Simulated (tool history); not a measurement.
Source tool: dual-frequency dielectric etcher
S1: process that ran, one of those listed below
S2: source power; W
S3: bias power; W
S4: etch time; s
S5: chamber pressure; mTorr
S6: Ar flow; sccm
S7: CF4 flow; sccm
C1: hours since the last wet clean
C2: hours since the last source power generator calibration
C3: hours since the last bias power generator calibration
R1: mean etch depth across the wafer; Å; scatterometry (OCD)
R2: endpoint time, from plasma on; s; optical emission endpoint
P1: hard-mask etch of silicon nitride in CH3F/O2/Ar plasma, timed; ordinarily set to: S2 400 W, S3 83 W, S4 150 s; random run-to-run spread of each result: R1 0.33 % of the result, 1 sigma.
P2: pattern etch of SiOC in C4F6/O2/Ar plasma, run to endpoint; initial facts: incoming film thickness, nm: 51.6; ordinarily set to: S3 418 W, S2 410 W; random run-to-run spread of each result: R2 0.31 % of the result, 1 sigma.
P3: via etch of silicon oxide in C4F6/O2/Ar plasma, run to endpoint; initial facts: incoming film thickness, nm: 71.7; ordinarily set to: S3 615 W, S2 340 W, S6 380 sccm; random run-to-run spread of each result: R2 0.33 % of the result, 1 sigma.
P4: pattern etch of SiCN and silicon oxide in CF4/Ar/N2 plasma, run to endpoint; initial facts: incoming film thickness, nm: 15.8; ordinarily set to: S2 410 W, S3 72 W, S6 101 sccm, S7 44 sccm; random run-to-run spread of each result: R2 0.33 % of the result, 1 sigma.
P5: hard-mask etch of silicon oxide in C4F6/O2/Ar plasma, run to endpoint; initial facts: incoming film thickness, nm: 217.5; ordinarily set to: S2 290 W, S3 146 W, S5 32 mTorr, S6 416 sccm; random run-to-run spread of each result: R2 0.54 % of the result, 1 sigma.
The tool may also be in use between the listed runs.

run   hour  S1   S2   S3     S4  S5   S6  S7     C1      C2      C3      R1      R2
  1    8.6  P1  400   83    150                83.9   961.3  1121.8  1104.5
  2   15.2  P5  290  146         32  416       90.5   967.9  1128.4          86.276
  3   23.4  P4  410   72             101  44   98.7   976.1  1136.6          21.724
  4   32.9  P1  400   51    186               108.2   985.6  1146.1  1159.5
  5   44.6  P1  400   83    150               119.9   997.3  1157.8  1100.5
  6     52  P4  410   72              72  44  127.3  1004.7  1165.2          20.507
  7   58.5  P2  410  418                      133.8  1011.2  1171.7          18.555
  8   68.8  P4  300   72             101  44  144.1  1021.5    1182          28.409
  9   79.3  P2  570  418                      154.6    1032  1192.5          16.466
 10   86.8  P4  410   72             101  44  162.1  1039.5    1200          21.582
 11     95  P3  340  800             380      170.3  1047.7  1208.2          14.509
 12  106.7  P3  340  615             380        182  1059.4  1219.9          16.147
 13  117.4  P5  170  146         32  416      192.7  1070.1  1230.6          106.64
 14  126.5  P1  400   83  208.5               201.8  1079.2  1239.7  1531.1
 15  138.5  P5  290  146         32  416      213.8  1091.2  1251.7            87.3
 16  147.7  P1  310   83    150                 223  1100.4  1260.9  996.96
 17  158.9  P1  400  117    150               234.2  1111.6  1272.1  1243.3
 18  167.6  P1  400   83   89.5               242.9  1120.3  1280.8  652.11
 19  177.8  P4  410   91             101  44  253.1  1130.5    1291          19.868
 20  187.8  P1  470   56    150               263.1  1140.5    1301  1021.7
 21  198.2  P1  510   83    150               273.5  1150.9  1311.4  1203.6
 22  208.6  P2  410  268                      283.9  1161.3  1321.8          21.704
 23  221.9  P5  290  198         32  416      297.2  1174.6  1335.1          78.248
 24  229.3  P3  340  615             487      304.6    1182  1342.5          16.637
 25  239.1  P1  400   58    150               314.4  1191.8  1352.3  965.68
 26    248  P5  290  146         45  416      323.3  1200.7  1361.2           89.39
 27  259.9  P5  290  146         32  271      335.2  1212.6  1373.1          82.248
 28  271.2  P4  410   72             101  26  346.5  1223.9  1384.4          23.589
 29  279.3  P1  400   83    150               354.6    1232  1392.5  1099.1
 30    289  P1  400   83    150               364.3  1241.7  1402.2  1097.6
     289.1  -- source power generator calibrated
 31  294.9  P1  400   83    150               370.2     5.8  1408.1  1090.1
 32  303.5  P2  410  418                      378.8    14.4  1416.7          18.595
 33  312.3  P3  230  615             380      387.6    23.2  1425.5          18.608
 34  323.3  P1  400   83    150               398.6    34.2  1436.5  1093.6
 35  332.2  P1  400   83    150               407.5    43.1  1445.4  1091.7
 36  341.7  P1  400   83    150                 417    52.6  1454.9  1083.4
 37  350.5  P1  400   83    150               425.8    61.4  1463.7  1088.4
 38    360  P1  400   83    150               435.3    70.9  1473.2  1085.4
     363.3  -- wet clean of the chamber
 39  367.1  P1  400   83    150                 3.8      78  1480.3  1085.3
 40  375.1  P1  400   83    150                11.8      86  1488.3  1082.1
 41  387.1  P1  400   83    150                23.8      98  1500.3  1077.9

The log shows P1 creeping away from where it was. Any of the 2 causes listed here, at the size stated for it, fits the log just as well as the others:
A: bias power that arrives under what is set, % = 4.57
B: source power that arrives under what is set, % = 4.29
Onset of the creep was near hour 332.2.
The rest of the possible causes, and what rules out each one:
chamber walls in a state that lowers the etch rate, %: was serviced at hour 363.3, once the creep was under way, yet the earlier output never came back

4 check runs are offered, each on 2 wafers whose results are averaged, their results left as question marks. Which one tells the causes apart?
check 1  399.1  P5  180  183      32  416                       ?
check 2  399.1  P3  260  757          380                       ?
check 3  399.1  P2  530  344                                    ?
check 4  399.1  P4  410   72           76  27                   ?

What every check run would give for each of its results, assuming each possible cause in turn:
  check  result    if A    if B
check 1      R2  98.199  98.313
check 2      R2  16.738  16.689
check 3      R2  18.427  18.435
check 4      R2  22.791  23.262
Minimum pairwise separation of causes per check, each pair taken at its best-separating result: check 1 0.12 %; check 2 0.29 %; check 3 0.04 %; check 4 2.04 %
Check 4 is the one run that separates the causes; every other check would come out nearly the same whichever cause is at work.

Running check 4 produced the following: R2 22.771 s. Which one of the listed causes fits?

The correct cause is A, namely: bias power that arrives under what is set, %.

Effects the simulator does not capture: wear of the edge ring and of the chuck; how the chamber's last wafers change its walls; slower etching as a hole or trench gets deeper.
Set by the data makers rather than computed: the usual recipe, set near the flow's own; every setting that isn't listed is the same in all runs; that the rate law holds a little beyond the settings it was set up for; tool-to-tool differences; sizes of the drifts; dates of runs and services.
